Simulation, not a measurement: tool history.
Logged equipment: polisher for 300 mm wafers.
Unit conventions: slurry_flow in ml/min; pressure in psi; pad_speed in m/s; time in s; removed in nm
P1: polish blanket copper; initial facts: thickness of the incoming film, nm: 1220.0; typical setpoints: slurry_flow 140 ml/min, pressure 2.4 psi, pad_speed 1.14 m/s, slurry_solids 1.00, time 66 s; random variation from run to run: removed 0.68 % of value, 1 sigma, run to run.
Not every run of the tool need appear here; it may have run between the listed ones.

run 1 hour=17.2 | slurry_flow=140 pressure=2.4 pad_speed=1.14 slurry_solids=1.00 time=66 | removed=174.710
run 2 hour=24.8 | slurry_flow=140 pressure=2.4 pad_speed=1.44 slurry_solids=1.00 time=35 | removed=118.800
run 3 hour=40.1 | slurry_flow=180 pressure=2.4 pad_speed=1.14 slurry_solids=1.00 time=98 | removed=272.810
run 4 hour=49.5 | slurry_flow=140 pressure=2.4 pad_speed=1.14 slurry_solids=1.00 time=66 | removed=174.770
run 5 hour=64.8 | slurry_flow=140 pressure=2.4 pad_speed=1.14 slurry_solids=1.45 time=66 | removed=191.410
run 6 hour=74.3 | slurry_flow=140 pressure=2.4 pad_speed=0.52 slurry_solids=1.00 time=66 | removed=80.541
run 7 hour=91.5 | slurry_flow=140 pressure=2.4 pad_speed=1.14 slurry_solids=1.00 time=98 | removed=258.240
run 8 hour=107.9 | slurry_flow=140 pressure=1.2 pad_speed=1.14 slurry_solids=1.00 time=66 | removed=86.825
run 9 hour=123.5 | slurry_flow=140 pressure=2.4 pad_speed=1.14 slurry_solids=1.00 time=66 | removed=175.940
run 10 hour=138.4 | slurry_flow=140 pressure=3.7 pad_speed=1.14 slurry_solids=1.00 time=66 | removed=273.590
run 11 hour=151.9 | slurry_flow=140 pressure=2.4 pad_speed=1.14 slurry_solids=1.00 time=66 | removed=174.330
run 12 hour=166.9 | slurry_flow=95 pressure=1.5 pad_speed=1.14 slurry_solids=1.00 time=66 | removed=100.480
run 13 hour=180.8 | slurry_flow=140 pressure=2.4 pad_speed=1.62 slurry_solids=1.00 time=66 | removed=250.310
run 14 hour=196.3 | slurry_flow=140 pressure=2.4 pad_speed=1.14 slurry_solids=1.00 time=40 | removed=106.910
-- hour=197.2 slurry nozzle cleaned
run 15 hour=209.8 | slurry_flow=100 pressure=2.4 pad_speed=1.14 slurry_solids=1.00 time=66 | removed=161.900
run 16 hour=217.9 | slurry_flow=210 pressure=2.4 pad_speed=1.14 slurry_solids=1.00 time=66 | removed=189.570
run 17 hour=231.2 | slurry_flow=140 pressure=2.4 pad_speed=1.14 slurry_solids=0.70 time=66 | removed=161.190
run 18 hour=238.8 | slurry_flow=140 pressure=2.4 pad_speed=1.14 slurry_solids=1.00 time=66 | removed=175.990
run 19 hour=252.5 | slurry_flow=140 pressure=2.4 pad_speed=1.14 slurry_solids=1.00 time=66 | removed=176.640
run 20 hour=262.2 | slurry_flow=140 pressure=2.4 pad_speed=1.14 slurry_solids=1.00 time=66 | removed=170.740
run 21 hour=277.0 | slurry_flow=140 pressure=2.4 pad_speed=1.14 slurry_solids=1.00 time=66 | removed=165.130
run 22 hour=291.5 | slurry_flow=140 pressure=2.4 pad_speed=1.14 slurry_solids=1.00 time=66 | removed=162.370
run 23 hour=301.0 | slurry_flow=140 pressure=2.4 pad_speed=1.14 slurry_solids=1.00 time=66 | removed=159.990
-- hour=310.7 worn pad replaced by a new one
-- hour=310.7 slurry blender recalibrated
run 24 hour=316.4 | slurry_flow=140 pressure=2.4 pad_speed=1.14 slurry_solids=1.00 time=66 | removed=158.850
run 25 hour=332.9 | slurry_flow=140 pressure=2.4 pad_speed=1.14 slurry_solids=1.00 time=66 | removed=157.450
run 26 hour=348.5 | slurry_flow=140 pressure=2.4 pad_speed=1.14 slurry_solids=1.00 time=66 | removed=156.440

Something has made what P1 gives creep away from where it was; the 2 causes below, each at its own stated size, fit the log equally well:
A: slurry flow missing at the pad, % = 37.8
B: head's pressure below its setpoint, % = 10.4
At approximately hour 252.5, the process output began to creep.
Every other cause this tool's parts could produce, and why it does not fit the log:
removal rate lost through wear of the pad, %: serviced at hour 310.7, after the change had begun; the process did not return to its earlier output
abrasive missing from the slurry, %: serviced at hour 310.7, after the change had begun; the process did not return to its earlier output

You are offered 4 check runs, listed below with question marks in place of their results; each one averages 5 wafers. Which run separates the listed causes by giving clearly different results for each?
run check 1 hour=364.1 | slurry_flow=140 pressure=2.9 pad_speed=1.58 slurry_solids=1.00 time=66 | removed=?
run check 2 hour=364.1 | slurry_flow=180 pressure=1.7 pad_speed=1.14 slurry_solids=1.00 time=66 | removed=?
run check 3 hour=364.1 | slurry_flow=140 pressure=2.4 pad_speed=0.66 slurry_solids=1.00 time=66 | removed=?
run check 4 hour=364.1 | slurry_flow=140 pressure=1.3 pad_speed=1.14 slurry_solids=1.00 time=66 | removed=?

How each check would come out, cause by cause:
check=check_1 result=removed if_A=263.810 if_B=263.860
check=check_2 result=removed if_A=118.950 if_B=116.350
check=check_3 result=removed if_A=91.198 if_B=91.217
check=check_4 result=removed if_A=85.325 if_B=85.343
How far apart the two closest causes lie, in the result that separates them most: check 1 0.02 %; check 2 2.21 %; check 3 0.02 %; check 4 0.02 %
Check 2 is the one run that separates the causes; every other check would come out nearly the same whichever cause is at work.

With check 2 done, the readings were: removed 116.180 nm. Identify which of the listed causes applies.

It is B: head's pressure below its setpoint, %.

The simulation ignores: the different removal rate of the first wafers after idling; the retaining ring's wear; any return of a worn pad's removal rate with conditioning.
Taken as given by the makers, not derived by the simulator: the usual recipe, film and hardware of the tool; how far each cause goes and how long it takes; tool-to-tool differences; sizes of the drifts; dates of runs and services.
